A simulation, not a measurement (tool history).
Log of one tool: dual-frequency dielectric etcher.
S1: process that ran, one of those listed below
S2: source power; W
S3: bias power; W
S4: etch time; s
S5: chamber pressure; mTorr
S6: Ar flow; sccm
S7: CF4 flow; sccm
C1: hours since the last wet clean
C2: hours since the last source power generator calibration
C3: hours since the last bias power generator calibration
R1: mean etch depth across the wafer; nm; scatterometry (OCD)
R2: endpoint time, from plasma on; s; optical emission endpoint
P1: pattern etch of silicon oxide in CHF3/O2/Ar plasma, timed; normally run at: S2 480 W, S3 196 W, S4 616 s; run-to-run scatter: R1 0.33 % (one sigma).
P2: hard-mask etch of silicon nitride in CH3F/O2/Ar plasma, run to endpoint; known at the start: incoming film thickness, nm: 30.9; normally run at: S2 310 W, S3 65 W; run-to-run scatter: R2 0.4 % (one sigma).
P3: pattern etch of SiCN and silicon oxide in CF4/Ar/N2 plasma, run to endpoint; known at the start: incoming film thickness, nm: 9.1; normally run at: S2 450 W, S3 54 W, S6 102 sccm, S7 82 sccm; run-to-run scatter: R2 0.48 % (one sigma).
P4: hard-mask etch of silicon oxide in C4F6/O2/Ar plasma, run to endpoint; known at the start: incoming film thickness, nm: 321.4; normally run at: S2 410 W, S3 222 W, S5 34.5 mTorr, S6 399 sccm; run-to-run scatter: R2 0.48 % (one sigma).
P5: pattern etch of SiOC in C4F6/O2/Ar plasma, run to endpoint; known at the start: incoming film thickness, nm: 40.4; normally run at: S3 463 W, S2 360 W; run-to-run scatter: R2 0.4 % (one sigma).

run   hour  S1   S2   S3     S4    S5   S6   S7     C1      C2      C3      R1      R2
  1   10.6  P1  480  196    616                  289.7  2701.1    2258  1148.7
  2   23.3  P4  410  222         34.5  291       302.4  2713.8  2270.7          97.066
  3   32.7  P5  360  596                         311.8  2723.2  2280.1          13.435
  4     45  P4  500  222         34.5  399       324.1  2735.5  2292.4          93.308
  5     55  P3  300   54               102   82  334.1  2745.5  2302.4          16.506
  6   68.5  P3  450   54               102   82  347.6    2759  2315.9          11.598
  7   77.1  P1  480  196    616                  356.2  2767.6  2324.5  1149.4
  8   93.4  P3  450   54               102  101  372.5  2783.9  2340.8          11.102
  9  106.6  P5  360  463                         385.7  2797.1    2354          14.817
 10  116.1  P3  450   54               123   82  395.2  2806.6  2363.5          11.927
 11    128  P1  560  124    616                  407.1  2818.5  2375.4  1054.4
 12  143.1  P4  410  222         26.5  399       422.2  2833.6  2390.5          97.726
 13  157.9  P1  480  159    616                    437  2848.4  2405.3  1065.5
 14  176.4  P5  250  463                         455.5  2866.9  2423.8          16.899
 15  190.2  P1  480  196    861                  469.3  2880.7  2437.6  1603.6
 16    204  P1  340  196    616                  483.1  2894.5  2451.4  1011.7
 17  220.9  P3  450   54               102   82    500  2911.4  2468.3          11.542
 18  237.3  P1  570  196    616                  516.4  2927.8  2484.7  1224.7
 19  251.9  P2  310   65                           531  2942.4  2499.3          50.171
 20  269.3  P2  310   49                         548.4  2959.8  2516.7          55.248
 21    288  P4  410  222         34.5  399       567.1  2978.5  2535.4          100.62
 22  298.4  P5  360  463                         577.5  2988.9  2545.8          14.744
 23  311.7  P2  420   65                         590.8  3002.2  2559.1          44.816
 24  325.4  P1  480  235    616                  604.5  3015.9  2572.8  1220.1
 25  343.6  P1  480  196    616                  622.7  3034.1    2591  1152.8
 26  355.1  P1  480  196  342.5                  634.2  3045.6  2602.5  642.78
 27  363.8  P4  410  163         34.5  399       642.9  3054.3  2611.2          112.59
     366.5  -- bias power generator calibrated
     367.7  -- source power generator calibrated
 28  376.6  P3  450   41               102   82  655.7       9    10.2           12.53
 29  392.8  P1  480  196    616                  671.9    25.2    26.4    1149
 30  409.2  P1  480  196    616                  688.3    41.6    42.8  1154.9
 31  418.3  P1  480  196    616                  697.4    50.7    51.9  1145.3
 32  433.9  P1  480  196    616                    713    66.3    67.5  1134.5
 33  447.4  P1  480  196    616                  726.5    79.8      81    1135
 34  458.9  P1  480  196    616                    738    91.3    92.5  1132.9
 35  467.3  P1  480  196    616                  746.4    99.7   100.9  1130.9
       472  -- wet clean of the chamber
 36  485.8  P1  480  196    616                   13.9   118.2   119.4    1136
 37  503.5  P1  480  196    616                   31.6   135.9   137.1  1130.6

What P1 gives has crept away from where it was. These 2 causes fit the log equally well, each at the size given:
A: bias power that arrives under what is set, % = 4.6
B: source power that arrives under what is set, % = 4.2
The creep began at about hour 409.2.
Why every other cause is out:
chamber walls in a state that lowers the etch rate, %: serviced at hour 472, which brought nothing back

4 check runs are offered, each on 2 wafers whose results are averaged, their results left as question marks. Which one tells the causes apart?
check 1  521.2  P3  450   54            102  82                   ?
check 2  521.2  P2  310   65                                      ?
check 3  521.2  P5  360  463                                      ?
check 4  521.2  P4  410  222      34.5  399                       ?

What each check would give under each cause:
  check  result    if A    if B
check 1      R2  11.706  11.988
check 2      R2  50.924  50.938
check 3      R2  15.055  15.031
check 4      R2  102.47  102.58
How far apart the two closest causes lie, in the result that separates them most: check 1 2.38 %; check 2 0.03 %; check 3 0.16 %; check 4 0.11 %
Only check 1 tells the causes apart: in the others they would give nearly the same result.

Check 1 was then run and gave: R2 11.772 s. Which cause is it?

It is A: bias power that arrives under what is set, %.
